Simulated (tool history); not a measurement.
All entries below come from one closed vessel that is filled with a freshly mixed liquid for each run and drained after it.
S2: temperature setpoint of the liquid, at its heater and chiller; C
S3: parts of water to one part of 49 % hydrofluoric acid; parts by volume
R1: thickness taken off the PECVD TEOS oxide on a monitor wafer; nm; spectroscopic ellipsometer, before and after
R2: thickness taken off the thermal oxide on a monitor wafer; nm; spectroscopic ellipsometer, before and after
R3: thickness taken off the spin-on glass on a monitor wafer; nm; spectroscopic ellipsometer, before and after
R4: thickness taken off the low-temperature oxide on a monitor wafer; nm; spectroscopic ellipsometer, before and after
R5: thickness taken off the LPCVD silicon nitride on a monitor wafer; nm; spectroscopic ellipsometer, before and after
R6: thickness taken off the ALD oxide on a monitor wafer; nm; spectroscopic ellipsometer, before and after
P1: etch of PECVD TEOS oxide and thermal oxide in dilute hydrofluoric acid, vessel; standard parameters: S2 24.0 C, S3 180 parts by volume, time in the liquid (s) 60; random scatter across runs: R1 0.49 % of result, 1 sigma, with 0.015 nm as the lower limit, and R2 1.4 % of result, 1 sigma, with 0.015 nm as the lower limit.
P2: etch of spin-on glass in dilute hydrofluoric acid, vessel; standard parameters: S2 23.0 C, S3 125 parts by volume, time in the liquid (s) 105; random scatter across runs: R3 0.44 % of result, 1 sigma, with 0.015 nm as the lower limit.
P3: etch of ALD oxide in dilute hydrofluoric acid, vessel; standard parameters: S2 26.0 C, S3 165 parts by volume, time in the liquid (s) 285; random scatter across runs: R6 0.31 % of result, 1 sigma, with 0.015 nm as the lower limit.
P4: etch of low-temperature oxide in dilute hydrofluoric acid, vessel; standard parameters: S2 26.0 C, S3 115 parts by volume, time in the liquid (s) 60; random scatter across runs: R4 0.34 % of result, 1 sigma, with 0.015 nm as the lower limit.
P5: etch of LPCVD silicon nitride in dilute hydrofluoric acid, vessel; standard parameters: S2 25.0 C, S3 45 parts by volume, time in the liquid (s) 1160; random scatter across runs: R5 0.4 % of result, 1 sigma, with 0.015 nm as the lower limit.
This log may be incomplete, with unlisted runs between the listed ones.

Run 1, hour 16.1: process that ran P1, S2 24.0 C, S3 180 parts by volume, time in the liquid (s) 60. Result: R1 5.3854 nm, R2 1.45320 nm.
Run 2, hour 29.6: process that ran P2, S2 23.0 C, S3 125 parts by volume, time in the liquid (s) 105. Result: R3 31.028 nm.
Run 3, hour 40.6: process that ran P4, S2 26.0 C, S3 205 parts by volume, time in the liquid (s) 60. Result: R4 9.7958 nm.
Run 4, hour 57.3: process that ran P1, S2 24.0 C, S3 180 parts by volume, time in the liquid (s) 30. Result: R1 2.6878 nm, R2 0.73530 nm.
Run 5, hour 66.7: process that ran P5, S2 29.5 C, S3 45 parts by volume, time in the liquid (s) 1160. Result: R5 19.372 nm.
Run 6, hour 80.3: process that ran P1, S2 24.0 C, S3 180 parts by volume, time in the liquid (s) 60. Result: R1 5.4206 nm, R2 1.41920 nm.
Run 7, hour 93.3: process that ran P5, S2 25.0 C, S3 45 parts by volume, time in the liquid (s) 1160. Result: R5 14.428 nm.
Run 8, hour 108.6: process that ran P1, S2 29.0 C, S3 315 parts by volume, time in the liquid (s) 60. Result: R1 3.1619 nm, R2 0.82184 nm.
Run 9, hour 117.2: process that ran P2, S2 23.0 C, S3 125 parts by volume, time in the liquid (s) 105. Result: R3 31.153 nm.
Run 10, hour 128.1: process that ran P4, S2 26.0 C, S3 115 parts by volume, time in the liquid (s) 30. Result: R4 9.6986 nm.
Run 11, hour 139.3: process that ran P1, S2 20.5 C, S3 180 parts by volume, time in the liquid (s) 60. Result: R1 4.7350 nm, R2 1.26310 nm.
Run 12, hour 150.4: process that ran P5, S2 25.0 C, S3 20 parts by volume, time in the liquid (s) 1160. Result: R5 31.662 nm.
Run 13, hour 165.9: process that ran P2, S2 23.0 C, S3 35 parts by volume, time in the liquid (s) 105. Result: R3 123.540 nm.
Run 14, hour 174.7: process that ran P1, S2 24.0 C, S3 180 parts by volume, time in the liquid (s) 60. Result: R1 5.4024 nm, R2 1.45880 nm.
Run 15, hour 182.8: process that ran P1, S2 24.0 C, S3 65 parts by volume, time in the liquid (s) 60. Result: R1 17.0820 nm, R2 4.52420 nm.
Run 16, hour 198.5: process that ran P1, S2 24.0 C, S3 180 parts by volume, time in the liquid (s) 95. Result: R1 8.5385 nm, R2 2.33240 nm.
Run 17, hour 210.5: process that ran P3, S2 26.0 C, S3 105 parts by volume, time in the liquid (s) 285. Result: R6 48.473 nm.
Run 18, hour 222.3: process that ran P1, S2 24.0 C, S3 180 parts by volume, time in the liquid (s) 60. Result: R1 5.4046 nm, R2 1.42620 nm.
Run 19, hour 235.5: process that ran P3, S2 26.0 C, S3 165 parts by volume, time in the liquid (s) 285. Result: R6 28.736 nm.
Run 20, hour 244.8: process that ran P1, S2 24.0 C, S3 180 parts by volume, time in the liquid (s) 60. Result: R1 5.4196 nm, R2 1.40780 nm.
At hour 254.5: thermometer replaced.
Run 21, hour 256.6: process that ran P1, S2 29.0 C, S3 180 parts by volume, time in the liquid (s) 60. Result: R1 6.4558 nm, R2 1.72800 nm.
Run 22, hour 264.7: process that ran P2, S2 17.0 C, S3 125 parts by volume, time in the liquid (s) 105. Result: R3 24.276 nm.

Predict the results of run 23:
Run 23, hour 276.7: process that ran P3, S2 19.0 C, S3 165 parts by volume, time in the liquid (s) 285. Result: R6 ?.

R6: 21.784 nm
